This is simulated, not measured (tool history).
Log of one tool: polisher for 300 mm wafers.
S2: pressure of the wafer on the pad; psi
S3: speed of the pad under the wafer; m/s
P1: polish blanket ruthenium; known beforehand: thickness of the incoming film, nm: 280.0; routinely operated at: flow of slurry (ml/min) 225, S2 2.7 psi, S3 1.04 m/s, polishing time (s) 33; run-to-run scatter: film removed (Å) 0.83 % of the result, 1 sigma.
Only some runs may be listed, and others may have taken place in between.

{"run": 1, "hour": 8.4, "flow of slurry (ml/min)": 225, "S2": 2.7, "S3": 1.04, "polishing time (s)": 33, "film removed (Å)": 469.5}
{"run": 2, "hour": 13.9, "flow of slurry (ml/min)": 225, "S2": 2.7, "S3": 1.46, "polishing time (s)": 33, "film removed (Å)": 660.03}
{"run": 3, "hour": 24.6, "flow of slurry (ml/min)": 225, "S2": 3.9, "S3": 1.04, "polishing time (s)": 33, "film removed (Å)": 676.87}
{"run": 4, "hour": 34.3, "flow of slurry (ml/min)": 225, "S2": 1.3, "S3": 0.68, "polishing time (s)": 33, "film removed (Å)": 149.54}
{"run": 5, "hour": 44.0, "flow of slurry (ml/min)": 225, "S2": 2.7, "S3": 1.04, "polishing time (s)": 33, "film removed (Å)": 462.52}
{"hour": 51.9, "done": "head pressure recalibrated"}
{"run": 6, "hour": 54.3, "flow of slurry (ml/min)": 295, "S2": 2.7, "S3": 1.04, "polishing time (s)": 33, "film removed (Å)": 492.1}
{"run": 7, "hour": 62.4, "flow of slurry (ml/min)": 225, "S2": 2.7, "S3": 1.04, "polishing time (s)": 33, "film removed (Å)": 463.3}
{"hour": 66.1, "done": "worn pad replaced by a new one"}
{"run": 8, "hour": 71.2, "flow of slurry (ml/min)": 225, "S2": 1.8, "S3": 1.04, "polishing time (s)": 33, "film removed (Å)": 312.92}
{"run": 9, "hour": 77.1, "flow of slurry (ml/min)": 225, "S2": 2.7, "S3": 0.5, "polishing time (s)": 33, "film removed (Å)": 224.46}
{"run": 10, "hour": 82.9, "flow of slurry (ml/min)": 225, "S2": 2.7, "S3": 1.04, "polishing time (s)": 33, "film removed (Å)": 475.22}
{"run": 11, "hour": 89.4, "flow of slurry (ml/min)": 135, "S2": 2.7, "S3": 1.04, "polishing time (s)": 33, "film removed (Å)": 435.15}
{"run": 12, "hour": 98.9, "flow of slurry (ml/min)": 225, "S2": 2.7, "S3": 1.04, "polishing time (s)": 33, "film removed (Å)": 468}
{"run": 13, "hour": 104.2, "flow of slurry (ml/min)": 225, "S2": 2.7, "S3": 1.04, "polishing time (s)": 22, "film removed (Å)": 314.66}
{"run": 14, "hour": 110.4, "flow of slurry (ml/min)": 225, "S2": 2.7, "S3": 1.04, "polishing time (s)": 47, "film removed (Å)": 668.4}
{"run": 15, "hour": 121.2, "flow of slurry (ml/min)": 150, "S2": 4, "S3": 1.04, "polishing time (s)": 33, "film removed (Å)": 654.76}
{"run": 16, "hour": 129.5, "flow of slurry (ml/min)": 225, "S2": 2.7, "S3": 1.04, "polishing time (s)": 33, "film removed (Å)": 471.6}
{"run": 17, "hour": 135.7, "flow of slurry (ml/min)": 225, "S2": 2.7, "S3": 1.04, "polishing time (s)": 33, "film removed (Å)": 470.28}
{"run": 18, "hour": 145.7, "flow of slurry (ml/min)": 225, "S2": 2.7, "S3": 1.04, "polishing time (s)": 33, "film removed (Å)": 454.98}
{"run": 19, "hour": 154.3, "flow of slurry (ml/min)": 225, "S2": 2.7, "S3": 1.04, "polishing time (s)": 33, "film removed (Å)": 447.33}
{"run": 20, "hour": 159.5, "flow of slurry (ml/min)": 225, "S2": 2.7, "S3": 1.04, "polishing time (s)": 33, "film removed (Å)": 445.17}

Estimate the outcome of run 21 from the log above:
{"run": 21, "hour": 170.0, "flow of slurry (ml/min)": 225, "S2": 2.7, "S3": 1.04, "polishing time (s)": 33, "film removed (Å)": "?"}

film removed (Å): 441.02
